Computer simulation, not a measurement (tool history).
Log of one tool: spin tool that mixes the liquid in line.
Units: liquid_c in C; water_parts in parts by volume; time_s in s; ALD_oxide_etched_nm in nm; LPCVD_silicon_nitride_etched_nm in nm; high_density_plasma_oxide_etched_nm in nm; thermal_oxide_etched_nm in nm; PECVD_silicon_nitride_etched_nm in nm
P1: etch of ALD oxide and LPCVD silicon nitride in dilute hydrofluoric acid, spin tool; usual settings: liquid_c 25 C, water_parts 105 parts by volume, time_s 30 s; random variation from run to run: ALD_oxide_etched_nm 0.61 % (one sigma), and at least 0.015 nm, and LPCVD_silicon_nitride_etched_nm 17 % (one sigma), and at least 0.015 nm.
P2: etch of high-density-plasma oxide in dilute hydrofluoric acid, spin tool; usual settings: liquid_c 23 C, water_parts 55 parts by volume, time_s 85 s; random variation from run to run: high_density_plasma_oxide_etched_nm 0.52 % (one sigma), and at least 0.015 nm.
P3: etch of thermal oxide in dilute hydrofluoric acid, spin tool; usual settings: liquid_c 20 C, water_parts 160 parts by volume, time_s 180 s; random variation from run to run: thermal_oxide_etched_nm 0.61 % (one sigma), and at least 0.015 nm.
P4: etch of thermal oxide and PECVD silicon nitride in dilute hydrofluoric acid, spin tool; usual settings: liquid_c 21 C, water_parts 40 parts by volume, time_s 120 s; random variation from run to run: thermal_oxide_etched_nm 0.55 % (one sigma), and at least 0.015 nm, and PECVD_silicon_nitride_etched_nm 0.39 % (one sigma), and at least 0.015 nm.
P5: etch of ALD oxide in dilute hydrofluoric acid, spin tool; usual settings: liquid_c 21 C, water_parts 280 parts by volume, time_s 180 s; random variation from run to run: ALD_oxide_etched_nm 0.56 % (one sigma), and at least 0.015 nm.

run,hour,process,liquid_c,water_parts,time_s,ALD_oxide_etched_nm,LPCVD_silicon_nitride_etched_nm,high_density_plasma_oxide_etched_nm,thermal_oxide_etched_nm,PECVD_silicon_nitride_etched_nm
1,3,P1,25,105,30,5.444,0.15099,,,
2,6.7,P2,31,55,85,,,16.465,,
3,10.6,P2,23,55,150,,,21.108,,
4,13.8,P1,25,50,30,12.34,0.27542,,,
5,18.2,P5,21,155,180,31.466,,,,
6,21.2,P4,21,40,200,,,,21.411,15.87
7,24.8,P1,25,105,55,10.047,0.26376,,,
8,29.3,P1,25,105,30,5.4368,0.15242,,,
9,31.5,P4,21,40,120,,,,12.787,9.4999
10,34.5,P5,17,280,180,13.222,,,,
11,38.6,P2,23,55,85,,,12.042,,
12,40.8,P1,25,25,15,12.688,0.40071,,,
13,44.7,P1,25,105,30,5.4733,0.13136,,,
14,47.4,P2,23,100,85,,,6.2794,,
15,51.2,P5,21,280,180,15.186,,,,
16,53.9,P2,23,55,85,,,12.041,,
17,56,P3,20,160,180,,,,4.4146,
18,59.7,P5,21,280,280,23.974,,,,
19,62.3,P4,21,40,120,,,,12.858,9.4409
20,65.5,P3,20,160,340,,,,8.3581,
21,67.5,P1,25,105,30,5.4472,0.19317,,,
22,69.9,P1,25,105,30,5.5299,0.10495,,,
23,72,P4,21,20,120,,,,26.272,18.427
24,75.4,P1,19.5,105,30,4.3356,0.10766,,,
25,79.8,P1,31,105,30,6.8698,0.12511,,,
26,81.8,P1,25,105,15,2.7346,0.091362,,,
27,85.1,P1,25,160,30,3.3549,0.079867,,,
28,87.3,P4,17,40,120,,,,10.767,7.1761
29,91.4,P3,20,160,180,,,,4.4561,
30,93.5,P3,20,35,180,,,,23.474,
31,96.5,P3,27,160,180,,,,5.8063,
32,99.6,P1,25,105,30,5.4257,0.16392,,,
33,102.9,P1,25,105,30,5.705,0.14748,,,
34,106.5,P1,25,105,30,5.8129,0.11255,,,
35,109.3,P1,25,105,30,5.8385,0.19612,,,
36,111.8,P1,25,105,30,5.9408,0.13837,,,
37,114.3,P1,25,105,30,5.9408,0.16296,,,
38,117.1,P1,25,105,30,5.9541,0.193,,,

What P1 gives has crept away from where it was. These 2 causes fit the log equally well, each at the size given:
A: liquid hotter than its thermometer reads (K) = 2.17
B: hydrofluoric acid flow above the setpoint (%) = 7.71
The creep began at about hour 99.6.

4 check runs are offered, one wafer each, their results left as question marks. Which one tells the causes apart?
check 1,119.9,P2,28,95,85,,,?,,
check 2,119.9,P4,17,40,190,,,,?,?
check 3,119.9,P5,17,280,180,?,,,,
check 4,119.9,P3,26.5,65,180,,,,?,

What each check would give under each cause:
check,result,if A,if B
check 1,high_density_plasma_oxide_etched_nm,8.7569,8.7672
check 2,thermal_oxide_etched_nm,18.747,18.435
check 2,PECVD_silicon_nitride_etched_nm,13.254,12.21
check 3,ALD_oxide_etched_nm,14.361,14.498
check 4,thermal_oxide_etched_nm,17.265,17.179
How far apart the two closest causes lie, in the result that separates them most: check 1 0.12 %; check 2 8.2 %; check 3 0.95 %; check 4 0.5 %
Check 2 tells the causes apart: in the others they would give nearly the same result.

Check 2 was then run and gave: thermal_oxide_etched_nm 18.389 nm; PECVD_silicon_nitride_etched_nm 12.189 nm. Which cause is it?

It is B: hydrofluoric acid flow above the setpoint (%).
